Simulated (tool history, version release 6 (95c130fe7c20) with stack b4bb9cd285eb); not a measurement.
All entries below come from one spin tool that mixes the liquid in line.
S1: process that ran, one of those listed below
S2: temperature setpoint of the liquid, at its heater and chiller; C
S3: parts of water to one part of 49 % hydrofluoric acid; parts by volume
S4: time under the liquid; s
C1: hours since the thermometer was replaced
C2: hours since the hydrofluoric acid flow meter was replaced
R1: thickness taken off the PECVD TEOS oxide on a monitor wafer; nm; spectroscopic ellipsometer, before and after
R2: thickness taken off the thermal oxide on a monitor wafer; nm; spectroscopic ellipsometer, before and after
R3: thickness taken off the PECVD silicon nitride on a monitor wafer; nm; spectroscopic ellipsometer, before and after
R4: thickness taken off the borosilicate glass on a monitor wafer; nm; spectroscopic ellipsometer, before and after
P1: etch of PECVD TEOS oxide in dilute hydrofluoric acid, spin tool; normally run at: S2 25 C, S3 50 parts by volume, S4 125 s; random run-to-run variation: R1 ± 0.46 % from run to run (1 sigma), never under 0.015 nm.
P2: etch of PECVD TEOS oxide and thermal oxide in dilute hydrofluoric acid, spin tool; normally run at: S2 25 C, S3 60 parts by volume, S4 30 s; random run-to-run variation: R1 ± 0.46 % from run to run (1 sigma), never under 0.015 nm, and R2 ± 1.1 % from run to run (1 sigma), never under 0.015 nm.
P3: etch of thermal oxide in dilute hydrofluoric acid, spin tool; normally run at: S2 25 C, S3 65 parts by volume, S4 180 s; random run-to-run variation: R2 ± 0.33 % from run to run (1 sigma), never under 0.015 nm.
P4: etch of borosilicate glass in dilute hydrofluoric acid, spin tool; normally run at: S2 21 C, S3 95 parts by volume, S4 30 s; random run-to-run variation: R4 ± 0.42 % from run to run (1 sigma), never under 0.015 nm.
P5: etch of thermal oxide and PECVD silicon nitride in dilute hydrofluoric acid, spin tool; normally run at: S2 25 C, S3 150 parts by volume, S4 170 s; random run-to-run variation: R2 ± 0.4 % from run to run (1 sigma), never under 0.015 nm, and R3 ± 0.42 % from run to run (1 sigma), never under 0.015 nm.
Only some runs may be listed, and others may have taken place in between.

{"run": 1, "hour": 7.6, "S1": "P1", "S2": 25, "S3": 50, "S4": 125, "C1": 519.1, "C2": 1033.8, "R1": 39.102}
{"run": 2, "hour": 14.1, "S1": "P1", "S2": 18, "S3": 50, "S4": 125, "C1": 525.6, "C2": 1040.3, "R1": 28.928}
{"run": 3, "hour": 21.2, "S1": "P2", "S2": 25, "S3": 60, "S4": 30, "C1": 532.7, "C2": 1047.4, "R1": 10.032, "R2": 2.5096}
{"run": 4, "hour": 28.0, "S1": "P1", "S2": 25, "S3": 75, "S4": 125, "C1": 539.5, "C2": 1054.2, "R1": 25.168}
{"run": 5, "hour": 34.1, "S1": "P5", "S2": 25, "S3": 150, "S4": 170, "C1": 545.6, "C2": 1060.3, "R2": 5.1031, "R3": 6.7897}
{"run": 6, "hour": 42.0, "S1": "P1", "S2": 25, "S3": 20, "S4": 125, "C1": 553.5, "C2": 1068.2, "R1": 101.23}
{"run": 7, "hour": 46.7, "S1": "P4", "S2": 17, "S3": 95, "S4": 30, "C1": 558.2, "C2": 1072.9, "R4": 9.2839}
{"run": 8, "hour": 53.2, "S1": "P1", "S2": 25, "S3": 50, "S4": 125, "C1": 564.7, "C2": 1079.4, "R1": 38.847}
{"run": 9, "hour": 59.9, "S1": "P2", "S2": 31, "S3": 60, "S4": 30, "C1": 571.4, "C2": 1086.1, "R1": 12.768, "R2": 3.2124}
{"run": 10, "hour": 66.7, "S1": "P5", "S2": 25, "S3": 150, "S4": 20, "C1": 578.2, "C2": 1092.9, "R2": 0.60157, "R3": 0.80811}
{"run": 11, "hour": 71.1, "S1": "P1", "S2": 25, "S3": 50, "S4": 125, "C1": 582.6, "C2": 1097.3, "R1": 39.121}
{"run": 12, "hour": 78.9, "S1": "P2", "S2": 25, "S3": 60, "S4": 30, "C1": 590.4, "C2": 1105.1, "R1": 10.136, "R2": 2.5198}
{"run": 13, "hour": 86.2, "S1": "P3", "S2": 25, "S3": 65, "S4": 180, "C1": 597.7, "C2": 1112.4, "R2": 13.339}
{"run": 14, "hour": 92.3, "S1": "P2", "S2": 25, "S3": 60, "S4": 55, "C1": 603.8, "C2": 1118.5, "R1": 18.362, "R2": 4.6608}
{"run": 15, "hour": 97.5, "S1": "P4", "S2": 21, "S3": 95, "S4": 30, "C1": 609, "C2": 1123.7, "R4": 10.988}
{"run": 16, "hour": 103.9, "S1": "P4", "S2": 21, "S3": 95, "S4": 15, "C1": 615.4, "C2": 1130.1, "R4": 5.4613}
{"run": 17, "hour": 108.5, "S1": "P5", "S2": 20.5, "S3": 150, "S4": 170, "C1": 620, "C2": 1134.7, "R2": 4.2954, "R3": 5.0712}
{"run": 18, "hour": 114.4, "S1": "P5", "S2": 25, "S3": 95, "S4": 170, "C1": 625.9, "C2": 1140.6, "R2": 8.6122, "R3": 10.753}
{"run": 19, "hour": 119.5, "S1": "P3", "S2": 25, "S3": 65, "S4": 55, "C1": 631, "C2": 1145.7, "R2": 4.0749}
{"run": 20, "hour": 124.9, "S1": "P2", "S2": 25, "S3": 105, "S4": 30, "C1": 636.4, "C2": 1151.1, "R1": 5.3837, "R2": 1.3334}
{"run": 21, "hour": 128.4, "S1": "P1", "S2": 25, "S3": 50, "S4": 125, "C1": 639.9, "C2": 1154.6, "R1": 38.758}
{"run": 22, "hour": 135.4, "S1": "P1", "S2": 25, "S3": 50, "S4": 15, "C1": 646.9, "C2": 1161.6, "R1": 4.7215}
{"run": 23, "hour": 142.4, "S1": "P4", "S2": 21, "S3": 145, "S4": 30, "C1": 653.9, "C2": 1168.6, "R4": 6.8048}
{"run": 24, "hour": 150.2, "S1": "P1", "S2": 25, "S3": 75, "S4": 50, "C1": 661.7, "C2": 1176.4, "R1": 10.074}
{"run": 25, "hour": 155.3, "S1": "P1", "S2": 25, "S3": 50, "S4": 125, "C1": 666.8, "C2": 1181.5, "R1": 39.161}
{"run": 26, "hour": 159.1, "S1": "P1", "S2": 33.5, "S3": 50, "S4": 125, "C1": 670.6, "C2": 1185.3, "R1": 54.603}
{"run": 27, "hour": 163.2, "S1": "P1", "S2": 25, "S3": 50, "S4": 125, "C1": 674.7, "C2": 1189.4, "R1": 38.8}
{"run": 28, "hour": 167.3, "S1": "P3", "S2": 25, "S3": 65, "S4": 180, "C1": 678.8, "C2": 1193.5, "R2": 13.318}
{"run": 29, "hour": 171.1, "S1": "P1", "S2": 25, "S3": 50, "S4": 215, "C1": 682.6, "C2": 1197.3, "R1": 67.206}
{"run": 30, "hour": 178.2, "S1": "P3", "S2": 32, "S3": 65, "S4": 180, "C1": 689.7, "C2": 1204.4, "R2": 17.653}
{"run": 31, "hour": 184.2, "S1": "P3", "S2": 25, "S3": 25, "S4": 180, "C1": 695.7, "C2": 1210.4, "R2": 36.756}
{"run": 32, "hour": 188.6, "S1": "P1", "S2": 25, "S3": 50, "S4": 125, "C1": 700.1, "C2": 1214.8, "R1": 39.361}
{"run": 33, "hour": 193.7, "S1": "P1", "S2": 25, "S3": 50, "S4": 125, "C1": 705.2, "C2": 1219.9, "R1": 37.986}
{"run": 34, "hour": 200.0, "S1": "P1", "S2": 25, "S3": 50, "S4": 125, "C1": 711.5, "C2": 1226.2, "R1": 36.887}

Predict the results of run 35:
{"run": 35, "hour": 206.7, "S1": "P1", "S2": 25, "S3": 50, "S4": 125, "C1": 718.2, "C2": 1232.9, "R1": "?"}

R1: 36.343 nm

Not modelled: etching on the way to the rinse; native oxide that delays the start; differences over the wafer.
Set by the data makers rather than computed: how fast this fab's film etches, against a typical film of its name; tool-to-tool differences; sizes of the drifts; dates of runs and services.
